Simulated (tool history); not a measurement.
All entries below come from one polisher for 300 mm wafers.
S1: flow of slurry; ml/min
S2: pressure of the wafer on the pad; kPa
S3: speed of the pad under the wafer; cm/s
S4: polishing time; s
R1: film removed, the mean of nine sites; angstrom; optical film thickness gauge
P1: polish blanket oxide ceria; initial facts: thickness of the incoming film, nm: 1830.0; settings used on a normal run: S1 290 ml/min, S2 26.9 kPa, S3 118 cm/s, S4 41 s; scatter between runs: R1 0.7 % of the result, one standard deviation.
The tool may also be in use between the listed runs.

run     day   S1    S2   S3  S4      R1
  1   0.758  290  26.9  118  41  3064.2
  2   1.533  290  26.9  118  41  3066.9
  3   1.946  290  37.9  118  41  4346.7
      2.158  -- head pressure recalibrated
  4   2.512  290  18.6  160  41  2875.4
  5   3.175  290  26.9  118  63  4620.3
  6   3.604  175  26.9  118  41  2866.7
  7   4.038  290  26.9  118  41  3023.9
  8   4.383  430  26.9  118  41  3150.9
  9   5.062  290  26.9  118  19  1406.8
 10   5.492  430  39.3  118  41  4617.2
 11   6.083  290  12.4  118  41  1406.0
 12   6.517  290  26.9  118  41  3042.5
 13   7.275  290  26.9  118  41  3041.3
      7.654  -- worn pad replaced by a new one
 14   7.804  290  26.9   54  41  1407.7
 15   8.138  290  26.9  118  41  3036.7
 16   8.575  290  26.9  118  41  3074.0
 17   8.929  290  26.9  172  41  4477.0
 18   9.625  290  26.9  118  41  3083.4
 19  10.317  290  26.9  118  41  3001.9
 20  11.050  290  26.9  118  41  2981.3
     11.379  -- worn pad replaced by a new one
 21  11.417  290  26.9  118  41  2948.8
 22  11.888  290  26.9  118  41  2901.1
 23  12.425  290  26.9  118  41  2929.3
 24  12.812  290  26.9  118  41  2903.2

The output of P1 has drifted from where it used to be. Each of the 2 causes below, taken at the size shown beside it, accounts for the log equally well:
A: head's pressure below its setpoint, % = 3.92
B: slurry flow missing at the pad, % = 30.3
At approximately day 9.625, the process output began to creep.
What rules out each remaining cause:
removal rate lost through wear of the pad, %: serviced at day 11.379, which brought nothing back

The list below offers 4 check runs, each averaging the results of 5 wafers, and shows each result as a question mark. For which of them would the listed causes give clearly different results?
check 1  13.200  290  26.9   56  41   ?
check 2  13.200  175  26.9   72  41   ?
check 3  13.200  290  14.5  118  58   ?
check 4  13.200  290  20.7  118  21   ?

How each check would come out, cause by cause:
  check  result    if A    if B
check 1      R1  1391.6  1391.5
check 2      R1  1684.6  1644.2
check 3      R1  2233.6  2233.5
check 4      R1  1155.3  1155.3
Smallest distance between any two causes, each pair judged by its most separating result, in per cent: check 1 0 %; check 2 2.43 %; check 3 0 %; check 4 0 %
Only in check 2 would the causes give clearly different results; in the remaining checks their results would be nearly the same.

Check 2 was carried out, with these results: R1 1650.6 angstrom. Which of the listed causes is responsible?

The correct cause is B, namely: slurry flow missing at the pad, %.

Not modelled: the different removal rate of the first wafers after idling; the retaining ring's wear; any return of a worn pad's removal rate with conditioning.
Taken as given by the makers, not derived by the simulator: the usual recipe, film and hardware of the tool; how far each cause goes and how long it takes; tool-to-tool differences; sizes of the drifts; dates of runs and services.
